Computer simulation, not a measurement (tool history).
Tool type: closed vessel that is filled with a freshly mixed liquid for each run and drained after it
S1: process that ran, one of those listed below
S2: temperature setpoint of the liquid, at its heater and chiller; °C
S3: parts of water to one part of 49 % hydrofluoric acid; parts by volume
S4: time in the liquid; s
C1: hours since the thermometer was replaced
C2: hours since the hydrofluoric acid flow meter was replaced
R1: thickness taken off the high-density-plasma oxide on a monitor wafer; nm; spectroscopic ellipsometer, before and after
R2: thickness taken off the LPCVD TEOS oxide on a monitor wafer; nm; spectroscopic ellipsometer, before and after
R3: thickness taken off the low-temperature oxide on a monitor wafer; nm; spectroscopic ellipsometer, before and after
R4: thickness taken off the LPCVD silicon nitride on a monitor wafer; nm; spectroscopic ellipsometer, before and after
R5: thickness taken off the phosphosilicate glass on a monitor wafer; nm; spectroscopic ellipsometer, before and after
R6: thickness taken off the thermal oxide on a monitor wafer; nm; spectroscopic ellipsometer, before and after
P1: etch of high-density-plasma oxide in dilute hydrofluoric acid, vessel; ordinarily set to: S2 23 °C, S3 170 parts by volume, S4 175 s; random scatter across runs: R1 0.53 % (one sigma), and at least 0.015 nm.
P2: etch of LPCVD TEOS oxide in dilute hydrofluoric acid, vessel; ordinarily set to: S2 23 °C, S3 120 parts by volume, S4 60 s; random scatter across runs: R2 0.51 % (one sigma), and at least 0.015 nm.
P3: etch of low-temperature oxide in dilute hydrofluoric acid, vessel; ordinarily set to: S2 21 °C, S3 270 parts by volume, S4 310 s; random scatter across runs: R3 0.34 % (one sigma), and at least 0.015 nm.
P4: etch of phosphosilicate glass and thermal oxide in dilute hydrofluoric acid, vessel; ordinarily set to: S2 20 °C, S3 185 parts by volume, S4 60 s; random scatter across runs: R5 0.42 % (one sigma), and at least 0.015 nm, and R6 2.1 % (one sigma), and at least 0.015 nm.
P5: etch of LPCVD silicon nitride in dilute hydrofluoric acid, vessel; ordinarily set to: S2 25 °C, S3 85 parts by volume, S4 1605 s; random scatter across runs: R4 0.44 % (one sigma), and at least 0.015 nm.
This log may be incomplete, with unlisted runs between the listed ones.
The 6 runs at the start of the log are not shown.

run,hour,S1,S2,S3,S4,C1,C2,R1,R2,R3,R4,R5,R6
7,68.3,P1,23,170,175,443.7,709.6,4.7037,,,,,
8,81.7,P5,18.5,85,1605,457.1,723,,,,6.6099,,
9,95.2,P3,21,270,575,470.6,736.5,,,56.811,,,
10,101.6,P4,24,185,60,477,742.9,,,,,33.138,1.2698
11,109.5,P2,23,120,60,484.9,750.8,,10.955,,,,
12,117.4,P4,20,185,90,492.8,758.7,,,,,42.617,1.6955
13,124.8,P1,23,270,175,500.2,766.1,2.6703,,,,,
14,131.5,P2,23,120,60,506.9,772.8,,10.938,,,,
15,144,P2,19,120,60,519.4,785.3,,9.3701,,,,
16,150.5,P1,28,265,175,525.9,791.8,3.2409,,,,,
17,159.1,P5,25,85,120,534.5,800.4,,,,0.77461,,
18,167.5,P1,23,170,175,542.9,808.8,4.7285,,,,,
19,178.4,P1,23,40,70,553.8,819.7,9.3384,,,,,

Predict the results of run 20:
20,186.8,P1,18,170,55,562.2,828.1,?,,,,,

R1: 1.2378 nm
